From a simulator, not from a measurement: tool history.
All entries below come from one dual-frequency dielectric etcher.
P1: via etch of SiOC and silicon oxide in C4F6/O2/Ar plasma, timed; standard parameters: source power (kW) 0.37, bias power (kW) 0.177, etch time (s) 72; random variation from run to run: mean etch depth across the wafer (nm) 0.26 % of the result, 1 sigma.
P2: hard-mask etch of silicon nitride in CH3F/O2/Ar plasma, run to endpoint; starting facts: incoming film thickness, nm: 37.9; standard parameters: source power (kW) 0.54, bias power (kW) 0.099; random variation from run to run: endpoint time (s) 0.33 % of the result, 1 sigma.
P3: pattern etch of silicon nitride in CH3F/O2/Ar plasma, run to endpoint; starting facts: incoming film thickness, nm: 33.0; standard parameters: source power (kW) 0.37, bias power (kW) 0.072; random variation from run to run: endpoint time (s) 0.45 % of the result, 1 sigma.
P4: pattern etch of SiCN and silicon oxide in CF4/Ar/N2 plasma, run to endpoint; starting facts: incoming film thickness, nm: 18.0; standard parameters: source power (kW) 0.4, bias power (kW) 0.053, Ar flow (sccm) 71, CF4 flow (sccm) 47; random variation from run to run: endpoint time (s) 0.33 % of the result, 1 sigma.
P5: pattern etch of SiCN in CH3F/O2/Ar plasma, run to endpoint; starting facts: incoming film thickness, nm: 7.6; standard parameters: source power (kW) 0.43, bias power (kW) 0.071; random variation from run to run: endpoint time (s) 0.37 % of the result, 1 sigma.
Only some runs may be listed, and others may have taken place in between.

run   hour  process that ran  source power (kW)  bias power (kW)  etch time (s)  Ar flow (sccm)  CF4 flow (sccm)  mean etch depth across the wafer (nm)  endpoint time (s)
  1   11.5                P1               0.37            0.177             72                                                                   79.21
  2   23.7                P4                0.4            0.053                             71               65                                                    24.223
  3     31                P1                0.3            0.177             72                                                                  72.711
  4   43.5                P3               0.52            0.072                                                                                                    43.963
  5   55.9                P1               0.37            0.177             95                                                                  104.23
  6   67.3                P4                0.4            0.053                             71               47                                                    25.504
  7   77.2                P4                0.4            0.037                             71               47                                                    28.325
  8   83.8                P2               0.54            0.099                                                                                                    44.168
  9     93                P2               0.54            0.069                                                                                                    49.973
 10  101.4                P2               0.54            0.099                                                                                                    43.897
 11    112                P1               0.37            0.177             72                                                                  79.555
 12  121.2                P5               0.43            0.071                                                                                                    19.547
 13  132.9                P1               0.37            0.177             72                                                                  79.321
 14  143.4                P5               0.43            0.071                                                                                                    19.585
 15  156.3                P4                0.4            0.053                             92               47                                                    26.612
 16  162.9                P5               0.59            0.071                                                                                                    17.333
 17  175.5                P2               0.74            0.099                                                                                                    38.962
 18  181.4                P1               0.37            0.177             72                                                                  79.241
 19  190.3                P1               0.37            0.177             72                                                                  79.216
 20  202.2                P1               0.51            0.177             72                                                                    89.7
 21  213.8                P1                0.5            0.138             72                                                                  82.294
 22  222.1                P1               0.37             0.11             72                                                                  68.438
 23  232.5                P1               0.37            0.177             52                                                                  57.238
 24    245                P4               0.55            0.053                             71               47                                                    19.182
 25  252.5                P1               0.37            0.213             72                                                                  84.041
 26  261.9                P1               0.37            0.177             72                                                                  79.369
 27  273.9                P3               0.37            0.072                                                                                                     50.27
 28  280.8                P4                0.4            0.053                             71               47                                                    25.394
 29  289.6                P5               0.43            0.093                                                                                                    17.779
 30  302.6                P3               0.37            0.043                                                                                                    59.264
 31  309.3                P1               0.37            0.177             72                                                                   79.22
 32  321.7                P1               0.37            0.177             72                                                                  79.284
 33  333.5                P1               0.37            0.177             72                                                                  79.896
 34  345.1                P1               0.37            0.177             72                                                                  80.276
 35  354.2                P1               0.37            0.177             72                                                                  80.283
     354.8  -- wet clean of the chamber
 36  364.9                P1               0.37            0.177             72                                                                  80.173
 37  374.9                P1               0.37            0.177             72                                                                  80.507
 38    383                P1               0.37            0.177             72                                                                   80.32
 39  390.5                P1               0.37            0.177             72                                                                  80.721
 40  399.6                P1               0.37            0.177             72                                                                  80.644

The log shows P1 creeping away from where it was. Any of the 2 causes listed here, at the size stated for it, fits the log just as well as the others:
A: bias power that arrives over what is set, % = 4.66
B: source power that arrives over what is set, % = 3.89
The drift started at roughly hour 309.3.
Every other cause this tool's parts could produce, and why it does not fit the log:
chamber walls in a state that raises the etch rate, %: work on it at hour 354.8, done after the drift set in, did not restore what the process gave before

The list below offers 4 check runs, each averaging the results of 2 wafers, and shows each result as a question mark. For which of them would the listed causes give clearly different results?
check 1  408.7                P5               0.56            0.071                                                                                                         ?
check 2  408.7                P2               0.73            0.079                                                                                                         ?
check 3  408.7                P4                0.4             0.04                             71               47                                                         ?
check 4  408.7                P3               0.51            0.044                                                                                                         ?

What each check would give under each cause:
  check             result    if A    if B
check 1  endpoint time (s)  17.423  17.445
check 2  endpoint time (s)   41.79  41.818
check 3  endpoint time (s)  27.344  26.788
check 4  endpoint time (s)  51.111  51.028
How far apart the two closest causes lie, in the result that separates them most: check 1 0.12 %; check 2 0.07 %; check 3 2.06 %; check 4 0.16 %
Only in check 3 would the causes give clearly different results; in the remaining checks their results would be nearly the same.

Running check 3 produced the following: endpoint time (s) 27.267. Which one of the listed causes fits?

It was cause A: bias power that arrives over what is set, %.
